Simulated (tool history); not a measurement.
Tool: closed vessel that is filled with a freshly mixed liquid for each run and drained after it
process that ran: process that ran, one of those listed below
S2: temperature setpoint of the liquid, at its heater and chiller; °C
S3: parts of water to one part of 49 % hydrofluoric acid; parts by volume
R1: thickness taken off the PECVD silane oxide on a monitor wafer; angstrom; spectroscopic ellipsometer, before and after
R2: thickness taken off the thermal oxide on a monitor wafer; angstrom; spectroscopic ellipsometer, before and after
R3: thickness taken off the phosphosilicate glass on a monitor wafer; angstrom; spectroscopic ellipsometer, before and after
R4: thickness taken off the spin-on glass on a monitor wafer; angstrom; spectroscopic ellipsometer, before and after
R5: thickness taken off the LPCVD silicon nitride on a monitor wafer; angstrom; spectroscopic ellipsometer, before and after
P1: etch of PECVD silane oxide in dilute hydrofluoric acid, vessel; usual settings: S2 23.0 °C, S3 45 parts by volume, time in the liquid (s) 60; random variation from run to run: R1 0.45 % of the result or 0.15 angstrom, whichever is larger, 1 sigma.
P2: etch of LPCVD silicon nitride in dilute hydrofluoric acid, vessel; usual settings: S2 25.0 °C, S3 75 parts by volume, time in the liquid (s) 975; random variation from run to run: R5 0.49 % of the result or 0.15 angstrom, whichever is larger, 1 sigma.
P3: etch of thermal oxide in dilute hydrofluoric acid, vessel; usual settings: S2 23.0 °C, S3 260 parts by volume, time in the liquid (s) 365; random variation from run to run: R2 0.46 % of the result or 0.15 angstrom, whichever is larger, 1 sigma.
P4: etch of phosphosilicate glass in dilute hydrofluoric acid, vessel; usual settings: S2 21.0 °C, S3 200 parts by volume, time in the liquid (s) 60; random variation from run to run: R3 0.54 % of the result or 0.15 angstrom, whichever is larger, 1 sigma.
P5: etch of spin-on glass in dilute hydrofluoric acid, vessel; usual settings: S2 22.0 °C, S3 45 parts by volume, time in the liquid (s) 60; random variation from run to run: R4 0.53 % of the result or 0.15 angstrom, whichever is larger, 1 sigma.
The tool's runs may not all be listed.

run 1 day=0.800 | process_that_ran=P1 S2=23.0 S3=45 time_in_the_liquid_(s)=60 | R1=518.96
run 2 day=1.150 | process_that_ran=P1 S2=23.0 S3=45 time_in_the_liquid_(s)=60 | R1=520.27
run 3 day=1.904 | process_that_ran=P3 S2=23.0 S3=50 time_in_the_liquid_(s)=365 | R2=358.830
run 4 day=2.454 | process_that_ran=P4 S2=21.0 S3=40 time_in_the_liquid_(s)=60 | R3=1749.20
run 5 day=2.883 | process_that_ran=P1 S2=17.5 S3=45 time_in_the_liquid_(s)=60 | R1=411.42
run 6 day=3.633 | process_that_ran=P1 S2=23.0 S3=20 time_in_the_liquid_(s)=30 | R1=605.30
run 7 day=4.250 | process_that_ran=P1 S2=23.0 S3=45 time_in_the_liquid_(s)=60 | R1=521.80
run 8 day=4.688 | process_that_ran=P1 S2=17.5 S3=25 time_in_the_liquid_(s)=60 | R1=757.24
run 9 day=5.208 | process_that_ran=P1 S2=23.0 S3=25 time_in_the_liquid_(s)=60 | R1=963.06
run 10 day=6.008 | process_that_ran=P3 S2=31.0 S3=260 time_in_the_liquid_(s)=365 | R2=71.106
-- day=6.383 thermometer replaced
run 11 day=6.733 | process_that_ran=P4 S2=29.0 S3=200 time_in_the_liquid_(s)=60 | R3=390.09
run 12 day=7.354 | process_that_ran=P5 S2=22.0 S3=45 time_in_the_liquid_(s)=60 | R4=767.31
run 13 day=8.121 | process_that_ran=P2 S2=31.0 S3=75 time_in_the_liquid_(s)=975 | R5=96.451
run 14 day=8.696 | process_that_ran=P5 S2=18.5 S3=45 time_in_the_liquid_(s)=60 | R4=652.98
run 15 day=9.379 | process_that_ran=P2 S2=25.0 S3=75 time_in_the_liquid_(s)=975 | R5=65.556
run 16 day=9.779 | process_that_ran=P5 S2=22.0 S3=45 time_in_the_liquid_(s)=110 | R4=1386.70
run 17 day=10.325 | process_that_ran=P1 S2=23.0 S3=45 time_in_the_liquid_(s)=30 | R1=259.58
run 18 day=10.679 | process_that_ran=P2 S2=25.0 S3=120 time_in_the_liquid_(s)=975 | R5=41.185
run 19 day=11.096 | process_that_ran=P4 S2=21.0 S3=200 time_in_the_liquid_(s)=60 | R3=292.26
run 20 day=11.567 | process_that_ran=P5 S2=22.0 S3=45 time_in_the_liquid_(s)=60 | R4=756.02
run 21 day=12.075 | process_that_ran=P2 S2=25.0 S3=75 time_in_the_liquid_(s)=975 | R5=64.999
run 22 day=12.592 | process_that_ran=P1 S2=23.0 S3=45 time_in_the_liquid_(s)=60 | R1=521.60
run 23 day=13.112 | process_that_ran=P3 S2=23.0 S3=260 time_in_the_liquid_(s)=365 | R2=54.074
run 24 day=13.812 | process_that_ran=P1 S2=28.5 S3=45 time_in_the_liquid_(s)=60 | R1=651.91
run 25 day=14.321 | process_that_ran=P4 S2=21.0 S3=200 time_in_the_liquid_(s)=60 | R3=288.49

Forecast run 26:
run 26 day=15.029 | process_that_ran=P1 S2=23.0 S3=45 time_in_the_liquid_(s)=115 | R1=?

Run 26 gave R1 991.08 angstrom.
